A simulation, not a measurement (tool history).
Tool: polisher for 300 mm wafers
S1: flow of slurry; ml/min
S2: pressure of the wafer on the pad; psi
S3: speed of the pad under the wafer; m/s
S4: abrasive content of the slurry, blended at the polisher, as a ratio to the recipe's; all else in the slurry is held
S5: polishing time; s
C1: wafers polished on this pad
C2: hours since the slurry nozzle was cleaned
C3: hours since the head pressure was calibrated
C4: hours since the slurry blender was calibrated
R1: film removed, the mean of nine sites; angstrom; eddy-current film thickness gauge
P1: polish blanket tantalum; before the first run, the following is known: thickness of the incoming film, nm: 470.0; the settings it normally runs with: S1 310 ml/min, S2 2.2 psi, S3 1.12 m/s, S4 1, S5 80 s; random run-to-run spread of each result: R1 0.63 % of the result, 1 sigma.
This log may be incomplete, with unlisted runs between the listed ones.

{"run": 1, "hour": 6.1, "S1": 310, "S2": 2.2, "S3": 1.12, "S4": 1, "S5": 80, "C1": 931, "C2": 350.1, "C3": 254, "C4": 197.4, "R1": 1742.4}
{"run": 2, "hour": 11.3, "S1": 310, "S2": 2.2, "S3": 1.12, "S4": 1, "S5": 80, "C1": 981, "C2": 355.3, "C3": 259.2, "C4": 202.6, "R1": 1751.2}
{"run": 3, "hour": 16.7, "S1": 310, "S2": 2.2, "S3": 1.12, "S4": 1, "S5": 100, "C1": 1033, "C2": 360.7, "C3": 264.6, "C4": 208, "R1": 2148.5}
{"run": 4, "hour": 23.7, "S1": 475, "S2": 2.2, "S3": 1.12, "S4": 1, "S5": 80, "C1": 1101, "C2": 367.7, "C3": 271.6, "C4": 215, "R1": 1779.1}
{"run": 5, "hour": 28.4, "S1": 310, "S2": 3.1, "S3": 1.12, "S4": 1, "S5": 80, "C1": 1147, "C2": 372.4, "C3": 276.3, "C4": 219.7, "R1": 2419.1}
{"hour": 31.9, "done": "slurry nozzle cleaned"}
{"run": 6, "hour": 33.2, "S1": 310, "S2": 2.2, "S3": 1.12, "S4": 1, "S5": 80, "C1": 1193, "C2": 1.4, "C3": 281.1, "C4": 224.5, "R1": 1735.1}
{"run": 7, "hour": 38.3, "S1": 310, "S2": 2.2, "S3": 1.12, "S4": 0.6, "S5": 115, "C1": 1242, "C2": 6.5, "C3": 286.2, "C4": 229.6, "R1": 2105}
{"run": 8, "hour": 43.7, "S1": 185, "S2": 2.2, "S3": 1.12, "S4": 1, "S5": 80, "C1": 1295, "C2": 11.9, "C3": 291.6, "C4": 235, "R1": 1615.8}
{"run": 9, "hour": 51.9, "S1": 310, "S2": 1.6, "S3": 1.12, "S4": 1, "S5": 80, "C1": 1374, "C2": 20.1, "C3": 299.8, "C4": 243.2, "R1": 1280.2}
{"hour": 55.3, "done": "head pressure recalibrated"}
{"run": 10, "hour": 58.0, "S1": 310, "S2": 2.2, "S3": 1.12, "S4": 1, "S5": 48, "C1": 1433, "C2": 26.2, "C3": 2.8, "C4": 249.3, "R1": 1041.2}
{"run": 11, "hour": 62.4, "S1": 310, "S2": 2.2, "S3": 0.76, "S4": 1, "S5": 122, "C1": 1476, "C2": 30.6, "C3": 7.2, "C4": 253.7, "R1": 1808.9}
{"run": 12, "hour": 68.5, "S1": 310, "S2": 2.2, "S3": 0.56, "S4": 1, "S5": 80, "C1": 1535, "C2": 36.7, "C3": 13.3, "C4": 259.8, "R1": 869.25}
{"run": 13, "hour": 76.3, "S1": 310, "S2": 2.2, "S3": 1.74, "S4": 1, "S5": 80, "C1": 1611, "C2": 44.5, "C3": 21.1, "C4": 267.6, "R1": 2690.1}
{"run": 14, "hour": 82.1, "S1": 310, "S2": 2.2, "S3": 1.12, "S4": 1, "S5": 80, "C1": 1667, "C2": 50.3, "C3": 26.9, "C4": 273.4, "R1": 1719.7}
{"run": 15, "hour": 87.2, "S1": 310, "S2": 2.2, "S3": 1.12, "S4": 1, "S5": 80, "C1": 1716, "C2": 55.4, "C3": 32, "C4": 278.5, "R1": 1716.7}
{"run": 16, "hour": 92.3, "S1": 310, "S2": 2.2, "S3": 1.12, "S4": 0.65, "S5": 80, "C1": 1766, "C2": 60.5, "C3": 37.1, "C4": 283.6, "R1": 1527.2}
{"run": 17, "hour": 101.8, "S1": 310, "S2": 2.2, "S3": 1.12, "S4": 1, "S5": 80, "C1": 1858, "C2": 70, "C3": 46.6, "C4": 293.1, "R1": 1734.2}
{"run": 18, "hour": 106.8, "S1": 310, "S2": 2.2, "S3": 1.12, "S4": 1.5, "S5": 80, "C1": 1906, "C2": 75, "C3": 51.6, "C4": 298.1, "R1": 1939.2}
{"run": 19, "hour": 112.5, "S1": 310, "S2": 2.2, "S3": 1.12, "S4": 1, "S5": 80, "C1": 1961, "C2": 80.7, "C3": 57.3, "C4": 303.8, "R1": 1726}
{"run": 20, "hour": 119.9, "S1": 310, "S2": 2.2, "S3": 1.12, "S4": 1, "S5": 80, "C1": 2033, "C2": 88.1, "C3": 64.7, "C4": 311.2, "R1": 1689.5}
{"run": 21, "hour": 126.1, "S1": 310, "S2": 2.2, "S3": 1.12, "S4": 1, "S5": 80, "C1": 2093, "C2": 94.3, "C3": 70.9, "C4": 317.4, "R1": 1633.9}
{"run": 22, "hour": 131.6, "S1": 310, "S2": 2.2, "S3": 1.12, "S4": 1, "S5": 80, "C1": 2146, "C2": 99.8, "C3": 76.4, "C4": 322.9, "R1": 1612.9}
{"hour": 136.2, "done": "slurry nozzle cleaned"}
{"run": 23, "hour": 141.3, "S1": 310, "S2": 2.2, "S3": 1.12, "S4": 1, "S5": 80, "C1": 2240, "C2": 5.1, "C3": 86.1, "C4": 332.6, "R1": 1587.4}
{"hour": 144.0, "done": "head pressure recalibrated"}
{"run": 24, "hour": 146.4, "S1": 310, "S2": 2.2, "S3": 1.12, "S4": 1, "S5": 80, "C1": 2290, "C2": 10.2, "C3": 2.5, "C4": 337.7, "R1": 1598.1}
{"run": 25, "hour": 151.9, "S1": 310, "S2": 2.2, "S3": 1.12, "S4": 1, "S5": 80, "C1": 2343, "C2": 15.7, "C3": 8, "C4": 343.2, "R1": 1591.4}
{"run": 26, "hour": 156.5, "S1": 310, "S2": 2.2, "S3": 1.12, "S4": 1, "S5": 80, "C1": 2388, "C2": 20.3, "C3": 12.6, "C4": 347.8, "R1": 1586}

What does the tool deliver on the next run?
{"run": 27, "hour": 165.8, "S1": 310, "S2": 2.2, "S3": 1.12, "S4": 1, "S5": 80, "C1": 2478, "C2": 29.6, "C3": 21.9, "C4": 357.1, "R1": "?"}

R1: 1588.3 angstrom

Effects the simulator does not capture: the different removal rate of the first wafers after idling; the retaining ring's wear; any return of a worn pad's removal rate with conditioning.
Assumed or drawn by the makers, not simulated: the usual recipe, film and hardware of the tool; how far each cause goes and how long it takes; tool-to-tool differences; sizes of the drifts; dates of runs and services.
